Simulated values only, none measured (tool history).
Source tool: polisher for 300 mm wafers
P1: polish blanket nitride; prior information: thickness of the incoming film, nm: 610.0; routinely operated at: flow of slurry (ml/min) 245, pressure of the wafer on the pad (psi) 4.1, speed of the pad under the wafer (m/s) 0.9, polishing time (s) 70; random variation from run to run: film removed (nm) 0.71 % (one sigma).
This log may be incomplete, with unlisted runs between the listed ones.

| run | hour | flow of slurry (ml/min) | pressure of the wafer on the pad (psi) | speed of the pad under the wafer (m/s) | polishing time (s) | wafers polished on this pad | hours since the slurry nozzle was cleaned | hours since the head pressure was calibrated | film removed (nm) |
|---|---|---|---|---|---|---|---|---|---|
| 1 | 4.3 | 245 | 4.1 | 0.9 | 70 | 208 | 129.4 | 328.9 | 109.72 |
| 2 | 7.9 | 310 | 4.1 | 0.9 | 70 | 236 | 133 | 332.5 | 112.01 |
| 3 | 11.9 | 245 | 4.1 | 0.9 | 70 | 266 | 137 | 336.5 | 110.59 |
| 4 | 16.6 | 145 | 4.1 | 0.9 | 70 | 302 | 141.7 | 341.2 | 102.63 |
| 5 | 22.2 | 245 | 2.6 | 1.36 | 70 | 344 | 147.3 | 346.8 | 96.009 |
| 6 | 26.4 | 245 | 4.1 | 0.9 | 70 | 376 | 151.5 | 351 | 109.53 |
| 7 | 31.4 | 245 | 4.1 | 0.9 | 32 | 414 | 156.5 | 356 | 49.914 |
| 8 | 37.2 | 245 | 4.1 | 0.9 | 70 | 458 | 162.3 | 361.8 | 110.15 |
| 9 | 41.6 | 245 | 4.1 | 0.9 | 70 | 492 | 166.7 | 366.2 | 110.85 |
| 10 | 46.7 | 245 | 4.1 | 0.9 | 109 | 530 | 171.8 | 371.3 | 171.53 |
| 11 | 53.4 | 245 | 4.1 | 0.9 | 70 | 581 | 178.5 | 378 | 110.27 |
| 12 | 58.1 | 245 | 4.1 | 0.9 | 70 | 617 | 183.2 | 382.7 | 111.72 |
| 13 | 64.6 | 245 | 4.1 | 1.26 | 70 | 666 | 189.7 | 389.2 | 144.59 |
| 14 | 68.4 | 245 | 2.2 | 0.9 | 70 | 695 | 193.5 | 393 | 58.594 |

Run 15 is up next; what results do you expect?
| 15 | 75.4 | 330 | 4.1 | 0.46 | 70 | 748 | 200.5 | 400 | ? |

film removed (nm): 66.554
